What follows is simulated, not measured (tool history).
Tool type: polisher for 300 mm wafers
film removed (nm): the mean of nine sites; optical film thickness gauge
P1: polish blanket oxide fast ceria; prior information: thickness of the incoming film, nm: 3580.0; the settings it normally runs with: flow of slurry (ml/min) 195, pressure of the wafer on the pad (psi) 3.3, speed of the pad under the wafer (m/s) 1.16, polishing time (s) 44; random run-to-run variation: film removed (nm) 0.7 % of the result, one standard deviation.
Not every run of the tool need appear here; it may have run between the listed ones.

| run | hour | flow of slurry (ml/min) | pressure of the wafer on the pad (psi) | speed of the pad under the wafer (m/s) | polishing time (s) | wafers polished on this pad | hours since the slurry nozzle was cleaned | hours since the head pressure was calibrated | film removed (nm) |
|---|---|---|---|---|---|---|---|---|---|
| 1 | 7.9 | 195 | 3.3 | 1.16 | 44 | 172 | 307.5 | 180.0 | 786.56 |
| 2 | 12.9 | 195 | 3.3 | 1.16 | 44 | 206 | 312.5 | 185.0 | 801.65 |
| 3 | 18.5 | 195 | 3.3 | 1.16 | 44 | 244 | 318.1 | 190.6 | 792.62 |
| 4 | 26.3 | 240 | 3.3 | 0.82 | 44 | 297 | 325.9 | 198.4 | 573.25 |
| 5 | 32.8 | 195 | 3.3 | 1.16 | 28 | 341 | 332.4 | 204.9 | 502.74 |
| 6 | 39.5 | 115 | 3.3 | 1.16 | 22 | 387 | 339.1 | 211.6 | 359.43 |
| 7 | 46.2 | 195 | 3.3 | 1.64 | 44 | 433 | 345.8 | 218.3 | 1119.30 |
| 8 | 54.0 | 195 | 3.3 | 1.16 | 44 | 486 | 353.6 | 226.1 | 797.01 |
| 9 | 60.4 | 195 | 3.3 | 1.16 | 44 | 530 | 360.0 | 232.5 | 793.46 |
| 10 | 65.6 | 195 | 3.3 | 1.16 | 44 | 565 | 365.2 | 237.7 | 795.20 |
| 11 | 74.3 | 295 | 3.3 | 1.16 | 44 | 625 | 373.9 | 246.4 | 824.34 |
| 12 | 79.7 | 195 | 1.5 | 1.16 | 44 | 661 | 379.3 | 251.8 | 359.23 |
| 13 | 85.7 | 195 | 3.3 | 1.16 | 62 | 702 | 385.3 | 257.8 | 1108.40 |
| 14 | 95.1 | 195 | 3.3 | 0.52 | 44 | 766 | 394.7 | 267.2 | 352.43 |
| 15 | 100.6 | 195 | 3.3 | 1.16 | 44 | 804 | 400.2 | 272.7 | 794.83 |
| 16 | 107.0 | 195 | 5.2 | 1.16 | 44 | 848 | 406.6 | 279.1 | 1248.00 |
| 17 | 116.4 | 115 | 1.7 | 1.16 | 44 | 912 | 416.0 | 288.5 | 369.01 |
| 18 | 124.6 | 115 | 3.3 | 1.16 | 44 | 968 | 424.2 | 296.7 | 732.97 |
| 19 | 128.9 | 195 | 3.3 | 1.16 | 44 | 997 | 428.5 | 301.0 | 797.92 |
| 20 | 138.3 | 195 | 3.3 | 1.16 | 44 | 1061 | 437.9 | 310.4 | 769.50 |
| 21 | 142.4 | 195 | 3.3 | 1.16 | 44 | 1089 | 442.0 | 314.5 | 766.50 |
| 22 | 150.2 | 195 | 3.3 | 1.16 | 44 | 1142 | 449.8 | 322.3 | 759.45 |
| 23 | 156.0 | 195 | 3.3 | 1.16 | 44 | 1182 | 455.6 | 328.1 | 748.35 |
| 24 | 165.1 | 195 | 3.3 | 1.16 | 44 | 1244 | 464.7 | 337.2 | 752.74 |
|  | 171.4 | head pressure recalibrated |
| 25 | 173.3 | 195 | 3.3 | 1.16 | 44 | 1300 | 472.9 | 1.9 | 739.97 |
| 26 | 181.1 | 195 | 3.3 | 1.16 | 44 | 1353 | 480.7 | 9.7 | 745.39 |
| 27 | 185.7 | 195 | 3.3 | 1.16 | 44 | 1385 | 485.3 | 14.3 | 739.83 |
| 28 | 193.8 | 195 | 3.3 | 1.16 | 44 | 1440 | 493.4 | 22.4 | 749.09 |
| 29 | 201.9 | 195 | 3.3 | 1.16 | 44 | 1495 | 501.5 | 30.5 | 740.46 |
| 30 | 207.5 | 195 | 3.3 | 1.16 | 44 | 1533 | 507.1 | 36.1 | 736.26 |

P1 has crept away from where it was. The log is fitted equally well by each of these 2 causes, at the sizes shown:
A: slurry flow missing at the pad, % = 33.8
B: removal rate lost through wear of the pad, % = 6.53
At approximately hour 128.9, the process output began to creep.
Each remaining cause and why it is not a fit:
head's pressure below its setpoint, %: maintenance at hour 171.4, after the shift began, did not return the process to its former output

Which of the check runs below tells the causes apart, meaning the causes would give it clearly different results? Each run uses 2 wafers whose results are averaged, and each result is shown as a question mark.
| check 1 | 213.1 | 115 | 3.3 | 1.44 | 44 |  |  |  | ? |
| check 2 | 213.1 | 195 | 3.3 | 0.60 | 62 |  |  |  | ? |
| check 3 | 213.1 | 195 | 1.5 | 0.76 | 44 |  |  |  | ? |
| check 4 | 213.1 | 195 | 4.5 | 1.56 | 44 |  |  |  | ? |

Outcome of each check run for each possible cause:
| check | result | if A | if B |
|---|---|---|---|
| check 1 | film removed (nm) | 803.61 | 837.31 |
| check 2 | film removed (nm) | 538.70 | 538.68 |
| check 3 | film removed (nm) | 220.11 | 220.11 |
| check 4 | film removed (nm) | 1355.40 | 1355.40 |
Distance between the nearest two causes, measured in the result of the check that separates them most: check 1 4.11 %; check 2 0 %; check 3 0 %; check 4 0 %
Check 1 tells the causes apart: in the others they would give nearly the same result.

Running check 1 produced the following: film removed (nm) 806.13. Which one of the listed causes fits?

It was cause A: slurry flow missing at the pad, %.

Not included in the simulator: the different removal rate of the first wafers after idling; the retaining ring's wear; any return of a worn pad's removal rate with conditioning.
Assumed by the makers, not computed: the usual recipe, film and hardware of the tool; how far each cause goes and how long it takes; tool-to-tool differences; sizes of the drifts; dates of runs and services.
